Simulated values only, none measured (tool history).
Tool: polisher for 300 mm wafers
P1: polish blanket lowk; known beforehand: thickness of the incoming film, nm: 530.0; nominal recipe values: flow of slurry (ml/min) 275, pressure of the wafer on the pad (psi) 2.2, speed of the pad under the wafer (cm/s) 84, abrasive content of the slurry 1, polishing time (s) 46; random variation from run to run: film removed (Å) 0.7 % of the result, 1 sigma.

run,hour,flow of slurry (ml/min),pressure of the wafer on the pad (psi),speed of the pad under the wafer (cm/s),abrasive content of the slurry,polishing time (s),film removed (Å)
1,3.1,275,2.2,84,1,46,177.45
2,7.8,275,2.2,84,1.45,46,205.12
3,12.8,275,2.2,84,1,46,175.99
# hour 17.8: conditioning disc replaced and pad reconditioned
4,17.8,275,2.2,84,1,46,175.82
5,21.9,275,2.2,84,1,46,177.34
6,24.9,350,2.2,84,1,24,94.216
7,27.6,275,2.2,84,1,21,81.579
8,31.2,165,2.2,84,1,46,166.65
9,34,275,2.2,84,1,61,235.89
10,38.9,275,1.3,84,1,46,104.6
11,43.1,275,2.2,84,1,46,178.09
12,47,275,2.2,84,0.65,46,142.74
# hour 51.8: slurry blender recalibrated
13,52.3,275,2.2,84,1,46,177.23
14,57.2,275,2.2,118,1,46,232.7
15,60.8,275,2.2,60,1,46,135
16,65.3,275,3,84,1,46,239.05
17,69.7,420,2.2,84,1,46,182.58
18,72.5,275,2.2,84,1,46,176.83
19,76.7,275,2.2,84,1,46,168.07
20,81.4,275,2.2,84,1,46,163.13
21,86.6,275,2.2,84,1,46,160.78
# hour 89.3: head pressure recalibrated
22,90.6,275,2.2,84,1,46,156.99
# hour 93.7: conditioning disc replaced and pad reconditioned
23,93.9,275,2.2,84,1,46,157.85
24,98.8,275,2.2,84,1,46,155.03
25,103.6,275,2.2,84,1,46,155.38
26,107.8,275,2.2,84,1,46,154.75
27,110.4,275,2.2,84,1,46,155.49
28,113,275,2.2,84,1,46,153.43

What P1 gives has crept off from where it sat before. The 2 causes that follow fit the log equally well, each at the size noted:
A: abrasive missing from the slurry, % = 23.4
B: removal rate lost through wear of the pad, % = 12.2
The onset of the drift is placed at about hour 72.5.
Other possible causes, and why each is ruled out:
slurry flow missing at the pad, %: capped at 40; at that size film removed (Å) would change by -6.2 %, too little to explain the creep or opposite to it
head's pressure below its setpoint, %: its service at hour 89.3 followed the start of the drift and did not put the process back to its old value
time polished since the conditioner stopped cutting, s: its service at hour 93.7 followed the start of the drift and did not put the process back to its old value

The 4 check runs listed below each average the results of 5 wafers, and their outcomes are marked with question marks. Under which run would the listed causes produce clearly different results?
check 1,115.6,165,2.2,84,1.4,46,?
check 2,115.6,405,2.2,84,1,25,?
check 3,115.6,165,2.2,84,1,22,?
check 4,115.6,215,2.7,84,1,46,?

If the cause were each of the candidates in turn, the checks would give the following:
check,result,if A,if B
check 1,film removed (Å),170.79,167.05
check 2,film removed (Å),86.971,86.964
check 3,film removed (Å),69.524,69.518
check 4,film removed (Å),185.17,185.16
Gap, in per cent, between the two causes that each check separates least, read from the result that separates them most: check 1 2.22 %; check 2 0.01 %; check 3 0.01 %; check 4 0.01 %
Check 1 is the one run that separates the causes; every other check would come out nearly the same whichever cause is at work.

Then check 1 was run and gave: film removed (Å) 167.54. Which cause is it?

It is B: removal rate lost through wear of the pad, %.
